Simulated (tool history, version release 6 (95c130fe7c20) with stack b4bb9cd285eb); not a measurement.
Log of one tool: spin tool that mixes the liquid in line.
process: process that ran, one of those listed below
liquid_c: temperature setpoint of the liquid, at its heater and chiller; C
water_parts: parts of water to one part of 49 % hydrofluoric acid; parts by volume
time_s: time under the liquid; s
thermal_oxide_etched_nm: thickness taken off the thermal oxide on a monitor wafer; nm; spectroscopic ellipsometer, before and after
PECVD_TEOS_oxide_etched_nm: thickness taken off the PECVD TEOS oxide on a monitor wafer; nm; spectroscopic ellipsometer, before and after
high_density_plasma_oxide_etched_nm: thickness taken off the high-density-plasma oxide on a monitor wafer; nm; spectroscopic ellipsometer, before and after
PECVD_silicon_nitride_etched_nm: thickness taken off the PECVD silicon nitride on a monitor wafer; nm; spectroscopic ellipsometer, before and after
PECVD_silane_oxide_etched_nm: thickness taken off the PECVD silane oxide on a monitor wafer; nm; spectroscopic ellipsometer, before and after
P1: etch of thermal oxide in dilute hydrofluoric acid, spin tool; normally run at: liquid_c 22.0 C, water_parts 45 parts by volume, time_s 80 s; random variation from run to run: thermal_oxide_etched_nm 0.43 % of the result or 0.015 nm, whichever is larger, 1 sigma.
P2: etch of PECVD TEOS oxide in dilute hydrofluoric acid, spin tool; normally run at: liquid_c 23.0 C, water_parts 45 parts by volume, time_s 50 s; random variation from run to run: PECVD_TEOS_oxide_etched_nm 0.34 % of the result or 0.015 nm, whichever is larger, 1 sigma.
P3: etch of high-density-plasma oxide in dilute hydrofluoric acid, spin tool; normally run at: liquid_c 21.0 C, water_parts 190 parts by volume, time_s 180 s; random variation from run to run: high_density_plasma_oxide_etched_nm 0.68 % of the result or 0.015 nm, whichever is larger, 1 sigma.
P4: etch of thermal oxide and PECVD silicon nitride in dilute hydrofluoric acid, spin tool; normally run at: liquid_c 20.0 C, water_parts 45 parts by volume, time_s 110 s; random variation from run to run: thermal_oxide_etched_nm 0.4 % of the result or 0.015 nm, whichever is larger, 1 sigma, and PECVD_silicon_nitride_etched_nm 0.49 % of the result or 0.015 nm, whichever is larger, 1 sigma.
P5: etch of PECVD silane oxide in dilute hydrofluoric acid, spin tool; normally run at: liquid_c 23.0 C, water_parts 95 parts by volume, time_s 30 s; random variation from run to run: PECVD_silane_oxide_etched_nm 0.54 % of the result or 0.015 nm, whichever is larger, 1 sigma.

run    day  process  liquid_c  water_parts  time_s  hours since the thermometer was replaced  hours since the hydrofluoric acid flow meter was replaced  thermal_oxide_etched_nm  PECVD_TEOS_oxide_etched_nm  high_density_plasma_oxide_etched_nm  PECVD_silicon_nitride_etched_nm  PECVD_silane_oxide_etched_nm
  1  0.121       P1      22.0           45      80                                    1576.0                                                      879.3                   8.0528
  2  0.250       P1      22.0           45      80                                    1579.1                                                      882.4                   8.1388
  3  0.433       P2      23.0           70      50                                    1583.5                                                      886.8                                               8.7148
  4  0.621       P1      22.0           45      80                                    1588.0                                                      891.3                   8.1361
  5  0.792       P2      23.0           45      15                                    1592.1                                                      895.4                                               4.2170
  6  0.892       P1      22.0           30      80                                    1594.5                                                      897.8                  12.3760
  7  1.017       P1      29.5           65      80                                    1597.5                                                      900.8                   7.3969
  8  1.196       P1      26.0           45      80                                    1601.8                                                      905.1                   9.5880
  9  1.358       P1      22.0           45      80                                    1605.7                                                      909.0                   8.1646
 10  1.450       P2      23.0           45      50                                    1607.9                                                      911.2                                              13.9610
 11  1.542       P1      22.0           45      15                                    1610.1                                                      913.4                   1.5227
 12  1.700       P1      27.0           45     125                                    1613.9                                                      917.2                  15.5750
 13  1.829       P3      21.0          190     180                                    1617.0                                                      920.3                                                                                    3.8531
 14  1.908       P4      20.0           45     175                                    1618.9                                                      922.2                  16.4320                                                                                           16.6800
 15  2.054       P3      21.0          315     180                                    1622.4                                                      925.7                                                                                    2.0907
 16  2.150       P1      22.0           45     140                                    1624.7                                                      928.0                  14.2100
 17  2.300       P1      22.0           65      80                                    1628.3                                                      931.6                   5.4496
 18  2.396       P3      17.0          190     180                                    1630.6                                                      933.9                                                                                    3.3366
 19  2.554       P4      20.0           65     110                                    1634.4                                                      937.7                   6.9866                                                                                            7.3781
 20  2.642       P1      22.0           45      80                                    1636.5                                                      939.8                   8.1753
 21  2.808       P5      23.0           95      30                                    1640.5                                                      943.8                                                                                                                                                   15.216
 22  2.979       P1      17.0           45      80                                    1644.6                                                      947.9                   6.6127
 23  3.121       P3      21.0          190     180                                    1648.0                                                      951.3                                                                                    3.8284
 24  3.250       P5      29.0           95      30                                    1651.1                                                      954.4                                                                                                                                                   19.340
 25  3.408       P5      23.0           95      60                                    1654.9                                                      958.2                                                                                                                                                   30.601
 26  3.542       P4      17.0           45     110                                    1658.1                                                      961.4                   9.1197                                                                                            8.4641
 27  3.679       P5      23.0           20      30                                    1661.4                                                      964.7                                                                                                                                                   79.910
 28  3.812       P4      20.0           45     110                                    1664.6                                                      967.9                  10.3780                                                                                           10.5290
 29  4.000       P2      26.5           45      50                                    1669.1                                                      972.4                                              16.1600
 30  4.112       P3      21.0          190      35                                    1671.8                                                      975.1                                                                                    0.7524
 31  4.204       P1      22.0           45      80                                    1674.0                                                      977.3                   8.1204
 32  4.292       P1      22.0           45      80                                    1676.1                                                      979.4                   7.8812
 33  4.446       P1      22.0           45      80                                    1679.8                                                      983.1                   7.6168
 34  4.608       P1      22.0           45      80                                    1683.7                                                      987.0                   7.5792
 35  4.717       P1      22.0           45      80                                    1686.3                                                      989.6                   7.5267
 36  4.900       P1      22.0           45      80                                    1690.7                                                      994.0                   7.4938
 37  5.062       P1      22.0           45      80                                    1694.6                                                      997.9                   7.5046

What P1 gives has crept away from where it was. These 2 causes fit the log equally well, each at the size given:
A: hydrofluoric acid flow below the setpoint (%) = 7.44
B: liquid colder than its thermometer reads (K) = 1.94
The creep began at about day 4.204.

4 check runs are offered, one wafer each, their results left as question marks. Which one tells the causes apart?
check 1  5.225       P2      23.0           45      50                                                                                                                                                         ?
check 2  5.225       P3      21.0          190     180                                                                                                                                                                                              ?
check 3  5.225       P4      20.0           45     110                                                                                                                             ?                                                                                                 ?
check 4  5.225       P5      23.0           95      30                                                                                                                                                                                                                                                             ?

What each check would give under each cause:
  check                               result     if A     if B
check 1           PECVD_TEOS_oxide_etched_nm  12.8860  12.8940
check 2  high_density_plasma_oxide_etched_nm   3.5314   3.5932
check 3              thermal_oxide_etched_nm   9.5303   9.5153
check 3      PECVD_silicon_nitride_etched_nm   9.7288   9.1542
check 4         PECVD_silane_oxide_etched_nm   13.932   14.044
How far apart the two closest causes lie, in the result that separates them most: check 1 0.07 %; check 2 1.73 %; check 3 6.09 %; check 4 0.8 %
Only check 3 tells the causes apart: in the others they would give nearly the same result.

Then check 3 was run and gave: thermal_oxide_etched_nm 9.4748 nm; PECVD_silicon_nitride_etched_nm 9.6806 nm. Which cause is it?

It is A: hydrofluoric acid flow below the setpoint (%).
